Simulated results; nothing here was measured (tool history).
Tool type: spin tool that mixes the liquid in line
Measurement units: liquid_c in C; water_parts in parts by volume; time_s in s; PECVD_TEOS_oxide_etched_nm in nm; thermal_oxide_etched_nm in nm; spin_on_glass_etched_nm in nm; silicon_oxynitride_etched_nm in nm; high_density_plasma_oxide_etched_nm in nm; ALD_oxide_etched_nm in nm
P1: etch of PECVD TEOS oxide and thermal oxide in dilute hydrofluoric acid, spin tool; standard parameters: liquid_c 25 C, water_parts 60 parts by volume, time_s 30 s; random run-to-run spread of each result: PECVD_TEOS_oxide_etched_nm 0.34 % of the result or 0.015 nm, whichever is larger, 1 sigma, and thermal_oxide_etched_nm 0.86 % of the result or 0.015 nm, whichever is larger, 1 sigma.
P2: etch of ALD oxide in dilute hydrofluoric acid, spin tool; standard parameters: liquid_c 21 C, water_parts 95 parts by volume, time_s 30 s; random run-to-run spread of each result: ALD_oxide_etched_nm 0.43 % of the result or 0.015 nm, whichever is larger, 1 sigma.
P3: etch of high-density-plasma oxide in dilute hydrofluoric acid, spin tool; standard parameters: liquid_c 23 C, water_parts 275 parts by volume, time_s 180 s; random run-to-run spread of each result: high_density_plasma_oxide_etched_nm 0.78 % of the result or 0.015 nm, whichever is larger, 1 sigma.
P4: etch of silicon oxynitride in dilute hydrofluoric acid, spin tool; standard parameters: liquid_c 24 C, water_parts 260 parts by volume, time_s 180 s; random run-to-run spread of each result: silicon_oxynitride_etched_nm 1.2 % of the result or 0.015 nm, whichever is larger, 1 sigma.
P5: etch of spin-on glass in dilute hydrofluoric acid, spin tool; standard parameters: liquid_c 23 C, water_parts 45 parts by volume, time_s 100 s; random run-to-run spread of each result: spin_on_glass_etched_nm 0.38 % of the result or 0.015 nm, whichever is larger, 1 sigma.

| run | hour | process | liquid_c | water_parts | time_s | hours since the thermometer was replaced | hours since the hydrofluoric acid flow meter was replaced | PECVD_TEOS_oxide_etched_nm | thermal_oxide_etched_nm | spin_on_glass_etched_nm | silicon_oxynitride_etched_nm | high_density_plasma_oxide_etched_nm | ALD_oxide_etched_nm |
|---|---|---|---|---|---|---|---|---|---|---|---|---|---|
| 1 | 11.6 | P1 | 25 | 60 | 30 | 241.4 | 656.8 | 12.973 | 2.4306 |  |  |  |  |
| 2 | 18.6 | P5 | 23 | 45 | 100 | 248.4 | 663.8 |  |  | 47.216 |  |  |  |
| 3 | 28 | P4 | 29.5 | 260 | 180 | 257.8 | 673.2 |  |  |  | 3.0242 |  |  |
| 4 | 42.3 | P5 | 23 | 75 | 100 | 272.1 | 687.5 |  |  | 27.674 |  |  |  |
| 5 | 53.7 | P1 | 25 | 105 | 30 | 283.5 | 698.9 | 7.0331 | 1.2976 |  |  |  |  |
| 6 | 62.7 | P3 | 29.5 | 275 | 180 | 292.5 | 707.9 |  |  |  |  | 3.3654 |  |
| 7 | 70.8 | P2 | 21 | 95 | 15 | 300.6 | 716 |  |  |  |  |  | 2.5405 |
| 8 | 81.5 | P1 | 18 | 60 | 15 | 311.3 | 726.7 | 4.8581 | 0.89355 |  |  |  |  |
| 9 | 96.3 | P4 | 24 | 110 | 180 | 326.1 | 741.5 |  |  |  | 6.2675 |  |  |
| 10 | 105.4 | P1 | 30.5 | 60 | 30 | 335.2 | 750.6 | 16.162 | 2.9647 |  |  |  |  |
| 11 | 120.5 | P2 | 27.5 | 95 | 30 | 350.3 | 765.7 |  |  |  |  |  | 6.6688 |
| 12 | 133 | P5 | 23 | 45 | 100 | 362.8 | 778.2 |  |  | 47.678 |  |  |  |
| 13 | 146.3 | P1 | 19 | 60 | 30 | 376.1 | 791.5 | 10.144 | 1.8513 |  |  |  |  |
| 14 | 154.7 | P5 | 19.5 | 45 | 100 | 384.5 | 799.9 |  |  | 41.052 |  |  |  |
| 15 | 164.8 | P1 | 25 | 60 | 55 | 394.6 | 810 | 23.818 | 4.4966 |  |  |  |  |
| 16 | 174.3 | P2 | 21 | 95 | 30 | 404.1 | 819.5 |  |  |  |  |  | 5.1832 |
| 17 | 182.5 | P4 | 24 | 260 | 180 | 412.3 | 827.7 |  |  |  | 2.3543 |  |  |
| 18 | 194.8 | P2 | 21 | 95 | 30 | 424.6 | 840 |  |  |  |  |  | 5.1898 |
| 19 | 204.5 | P3 | 23 | 275 | 180 | 434.3 | 849.7 |  |  |  |  | 2.6923 |  |
| 20 | 212.7 | P5 | 23 | 45 | 180 | 442.5 | 857.9 |  |  | 85.321 |  |  |  |
| 21 | 222.2 | P1 | 25 | 60 | 30 | 452 | 867.4 | 12.915 | 2.4196 |  |  |  |  |
| 22 | 235.4 | P1 | 25 | 90 | 15 | 465.2 | 880.6 | 4.1995 | 0.77791 |  |  |  |  |
| 23 | 246.4 | P4 | 24 | 260 | 90 | 476.2 | 891.6 |  |  |  | 1.167 |  |  |
| 24 | 254.9 | P1 | 25 | 60 | 30 | 484.7 | 900.1 | 12.947 | 2.3671 |  |  |  |  |
| 25 | 268.3 | P3 | 23 | 275 | 360 | 498.1 | 913.5 |  |  |  |  | 5.3965 |  |
| 26 | 283.9 | P2 | 21 | 35 | 30 | 513.7 | 929.1 |  |  |  |  |  | 15.006 |
| 27 | 294 | P3 | 23 | 500 | 180 | 523.8 | 939.2 |  |  |  |  | 1.1863 |  |
| 28 | 309.4 | P3 | 23 | 275 | 180 | 539.2 | 954.6 |  |  |  |  | 2.7054 |  |
| 29 | 324.1 | P1 | 25 | 60 | 30 | 553.9 | 969.3 | 13.106 | 2.4152 |  |  |  |  |
| 30 | 338.8 | P1 | 25 | 25 | 30 | 568.6 | 984 | 32.633 | 6.0883 |  |  |  |  |
| 31 | 350.4 | P1 | 25 | 60 | 15 | 580.2 | 995.6 | 6.4901 | 1.2465 |  |  |  |  |
| 32 | 358 | P1 | 25 | 60 | 30 | 587.8 | 1003.2 | 13.016 | 2.4316 |  |  |  |  |
| 33 | 369.8 | P1 | 25 | 60 | 30 | 599.6 | 1015 | 12.343 | 2.3054 |  |  |  |  |
| 34 | 377.8 | P1 | 25 | 60 | 30 | 607.6 | 1023 | 12.12 | 2.21 |  |  |  |  |
| 35 | 386.6 | P1 | 25 | 60 | 30 | 616.4 | 1031.8 | 11.994 | 2.212 |  |  |  |  |
| 36 | 395.3 | P1 | 25 | 60 | 30 | 625.1 | 1040.5 | 11.869 | 2.2123 |  |  |  |  |

For run 37, what comes out?
| 37 | 404.5 | P1 | 25 | 60 | 30 | 634.3 | 1049.7 | ? | ? |  |  |  |  |

Run 37 measured PECVD_TEOS_oxide_etched_nm 11.897 nm, thermal_oxide_etched_nm 2.1981 nm.

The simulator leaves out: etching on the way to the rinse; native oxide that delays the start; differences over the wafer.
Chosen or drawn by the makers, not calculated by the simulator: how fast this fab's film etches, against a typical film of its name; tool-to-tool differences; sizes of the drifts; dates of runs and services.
